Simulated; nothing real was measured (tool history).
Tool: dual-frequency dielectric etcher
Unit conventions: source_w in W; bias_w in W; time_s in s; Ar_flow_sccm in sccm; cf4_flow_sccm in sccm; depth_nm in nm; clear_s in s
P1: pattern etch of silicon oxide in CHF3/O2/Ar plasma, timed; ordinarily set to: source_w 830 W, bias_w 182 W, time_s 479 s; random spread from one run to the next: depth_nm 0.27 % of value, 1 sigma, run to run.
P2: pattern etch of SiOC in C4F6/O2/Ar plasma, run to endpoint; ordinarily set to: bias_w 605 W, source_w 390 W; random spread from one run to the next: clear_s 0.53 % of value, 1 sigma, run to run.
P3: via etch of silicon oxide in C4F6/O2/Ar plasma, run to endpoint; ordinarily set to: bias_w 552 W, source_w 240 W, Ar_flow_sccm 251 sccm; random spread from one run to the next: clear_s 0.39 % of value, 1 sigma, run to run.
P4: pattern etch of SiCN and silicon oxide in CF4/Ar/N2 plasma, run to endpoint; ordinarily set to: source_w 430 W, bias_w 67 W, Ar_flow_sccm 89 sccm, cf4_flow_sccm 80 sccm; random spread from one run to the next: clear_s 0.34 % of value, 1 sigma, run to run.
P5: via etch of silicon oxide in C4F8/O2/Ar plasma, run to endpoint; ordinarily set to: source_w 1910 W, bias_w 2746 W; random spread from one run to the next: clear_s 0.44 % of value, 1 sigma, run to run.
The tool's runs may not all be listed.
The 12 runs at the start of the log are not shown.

{"run": 13, "hour": 100.3, "process": "P1", "source_w": 830, "bias_w": 182, "time_s": 479, "depth_nm": 1088.4}
{"run": 14, "hour": 110.7, "process": "P3", "source_w": 150, "bias_w": 552, "Ar_flow_sccm": 251, "clear_s": 53.399}
{"run": 15, "hour": 116.3, "process": "P1", "source_w": 830, "bias_w": 182, "time_s": 370, "depth_nm": 837.3}
{"run": 16, "hour": 123.2, "process": "P4", "source_w": 430, "bias_w": 67, "Ar_flow_sccm": 55, "cf4_flow_sccm": 80, "clear_s": 14.495}
{"run": 17, "hour": 131.8, "process": "P2", "source_w": 250, "bias_w": 605, "clear_s": 16.948}
{"run": 18, "hour": 138.7, "process": "P1", "source_w": 830, "bias_w": 243, "time_s": 479, "depth_nm": 1194.7}
{"run": 19, "hour": 144.7, "process": "P4", "source_w": 430, "bias_w": 67, "Ar_flow_sccm": 89, "cf4_flow_sccm": 80, "clear_s": 15.42}
{"run": 20, "hour": 154.1, "process": "P2", "source_w": 390, "bias_w": 605, "clear_s": 14.41}
{"run": 21, "hour": 164.0, "process": "P1", "source_w": 830, "bias_w": 182, "time_s": 479, "depth_nm": 1084.8}
{"run": 22, "hour": 169.3, "process": "P1", "source_w": 830, "bias_w": 182, "time_s": 479, "depth_nm": 1086.2}
{"run": 23, "hour": 175.4, "process": "P1", "source_w": 1150, "bias_w": 182, "time_s": 479, "depth_nm": 1233}
{"run": 24, "hour": 183.6, "process": "P4", "source_w": 430, "bias_w": 45, "Ar_flow_sccm": 89, "cf4_flow_sccm": 80, "clear_s": 17.341}
{"run": 25, "hour": 189.4, "process": "P1", "source_w": 830, "bias_w": 108, "time_s": 479, "depth_nm": 922.53}
{"run": 26, "hour": 197.8, "process": "P3", "source_w": 240, "bias_w": 731, "Ar_flow_sccm": 251, "clear_s": 40.516}
{"run": 27, "hour": 204.1, "process": "P5", "source_w": 2620, "bias_w": 2746, "clear_s": 233.63}

What does the tool deliver on the next run?
{"run": 28, "hour": 209.0, "process": "P4", "source_w": 430, "bias_w": 67, "Ar_flow_sccm": 89, "cf4_flow_sccm": 50, "clear_s": "?"}

{"run 28": {"clear_s": 16.495}}
